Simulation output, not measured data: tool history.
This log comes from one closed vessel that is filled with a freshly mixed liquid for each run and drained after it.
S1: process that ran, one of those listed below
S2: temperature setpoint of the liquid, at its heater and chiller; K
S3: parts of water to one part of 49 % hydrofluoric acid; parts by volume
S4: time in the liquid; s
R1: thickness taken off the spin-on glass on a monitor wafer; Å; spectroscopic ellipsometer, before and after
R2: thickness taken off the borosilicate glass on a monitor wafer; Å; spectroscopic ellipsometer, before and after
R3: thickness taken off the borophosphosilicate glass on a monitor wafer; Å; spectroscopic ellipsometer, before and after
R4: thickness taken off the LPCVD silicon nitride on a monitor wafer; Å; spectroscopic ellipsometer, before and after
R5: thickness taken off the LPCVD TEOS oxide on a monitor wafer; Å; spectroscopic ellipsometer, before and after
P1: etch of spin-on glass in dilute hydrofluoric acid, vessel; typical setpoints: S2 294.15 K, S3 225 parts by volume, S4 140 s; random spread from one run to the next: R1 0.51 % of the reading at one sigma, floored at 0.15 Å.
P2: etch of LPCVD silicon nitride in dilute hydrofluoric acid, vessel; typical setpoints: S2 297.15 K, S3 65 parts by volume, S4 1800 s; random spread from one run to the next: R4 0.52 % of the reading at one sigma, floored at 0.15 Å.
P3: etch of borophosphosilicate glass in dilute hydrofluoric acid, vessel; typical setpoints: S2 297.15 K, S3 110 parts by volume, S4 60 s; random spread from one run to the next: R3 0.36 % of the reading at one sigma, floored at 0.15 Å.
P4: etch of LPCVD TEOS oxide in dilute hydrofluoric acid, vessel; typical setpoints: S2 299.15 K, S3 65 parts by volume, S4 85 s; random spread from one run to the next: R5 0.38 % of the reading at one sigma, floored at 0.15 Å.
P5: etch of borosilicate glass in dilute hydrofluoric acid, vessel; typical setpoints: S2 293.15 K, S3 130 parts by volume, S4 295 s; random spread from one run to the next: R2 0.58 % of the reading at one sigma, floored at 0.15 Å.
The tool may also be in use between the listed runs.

run   hour  S1      S2   S3    S4        R1      R2      R3       R4      R5
  1    2.8  P1  294.15  225   140   304.470
  2    7.3  P5  293.15  130   430            765.02
  3   11.7  P3  297.15  110    60                    420.70
  4   15.9  P2  290.65   65  1800                             91.367
  5   20.9  P3  297.15  195    60                    215.90
  6   24.5  P1  290.15  225   140   262.990
  7   27.5  P5  293.15  130   295            520.50
  8   31.1  P5  293.15  230   295            266.99
  9   34.0  P1  298.15  225   140   352.740
 10   38.0  P1  294.15  225   260   562.290
 11   41.8  P1  294.15  375   140   159.360
 12   45.5  P2  297.15   65  1800                            142.590
 13   49.3  P4  299.15   65    30                                     100.92
 14   53.9  P1  294.15  225   140   302.570
 15   59.0  P4  299.15   65    85                                     286.61
 16   62.3  P3  297.15  110    60                    421.78
 17   64.9  P2  297.15   65  1800                            142.730
 18   69.9  P1  298.65   70   140  1389.300
 19   73.7  P1  294.15  390   265   285.300
 20   78.5  P1  294.15   55   140  1498.200
 21   81.7  P1  294.15  225    30    64.701
 22   85.1  P1  294.15  225   140   304.240
 23   89.2  P4  306.65   65    85                                     385.53
 24   94.3  P2  297.15   65  2645                            210.280
 25   97.8  P3  290.15  110    60                    319.43
 26  101.7  P1  294.15  225   140   303.210
 27  106.6  P3  297.15  110    30                    211.28
 28  110.0  P1  294.15  225   140   302.710
 29  112.7  P1  294.15  225   140   305.500
 30  117.7  P4  299.15  110    85                                     159.38
     118.7  -- hydrofluoric acid flow meter replaced
 31  122.6  P5  290.15  130   295            462.34
 32  125.7  P1  290.15  225    30    56.145
 33  130.8  P2  297.15  105  1800                             88.398
 34  133.9  P1  294.15  225   140   303.930
 35  138.1  P1  294.15  225   140   308.920
 36  143.1  P1  294.15  225   140   315.480
 37  148.2  P1  294.15  225   140   315.210
 38  150.7  P1  294.15  225   140   317.430
 39  153.4  P1  294.15  225   140   318.010
 40  157.3  P1  294.15  225   140   319.070
 41  162.0  P1  294.15  225   140   320.530
 42  166.9  P1  294.15  225   140   320.360
 43  172.1  P1  294.15  225   140   323.260
 44  176.0  P1  294.15  225   140   323.440

Compared with where it was, what P1 gives has crept away. Each cause listed below fits the log as well as the rest, at the size given for it:
A: hydrofluoric acid flow above the setpoint (%) = 4.48
B: liquid hotter than its thermometer reads (K) = 1.43
At approximately hour 133.9, the process output began to creep.

Each of the 4 check runs below uses one wafer; its results are left as question marks. Which run tells the causes apart?
check 1  179.9  P2  291.65   65  1800               ?
check 2  179.9  P3  291.65  155    60           ?
check 3  179.9  P5  293.15  215   295       ?
check 4  179.9  P4  305.65   65    30                   ?

Check results expected under each cause:
  check  result     if A     if B
check 1      R4  102.170  108.130
check 2      R3   240.66   242.27
check 3      R2   303.82   304.29
check 4      R5   136.58   137.33
Per-check spread between the two closest causes, in the result where they differ most: check 1 5.67 %; check 2 0.67 %; check 3 0.15 %; check 4 0.55 %
Check 1 distinguishes between the causes, while the remaining checks would return nearly the same result for all of them.

With check 1 done, the readings were: R4 100.990 Å. Identify which of the listed causes applies.

Of the candidate causes, it is A: hydrofluoric acid flow above the setpoint (%).
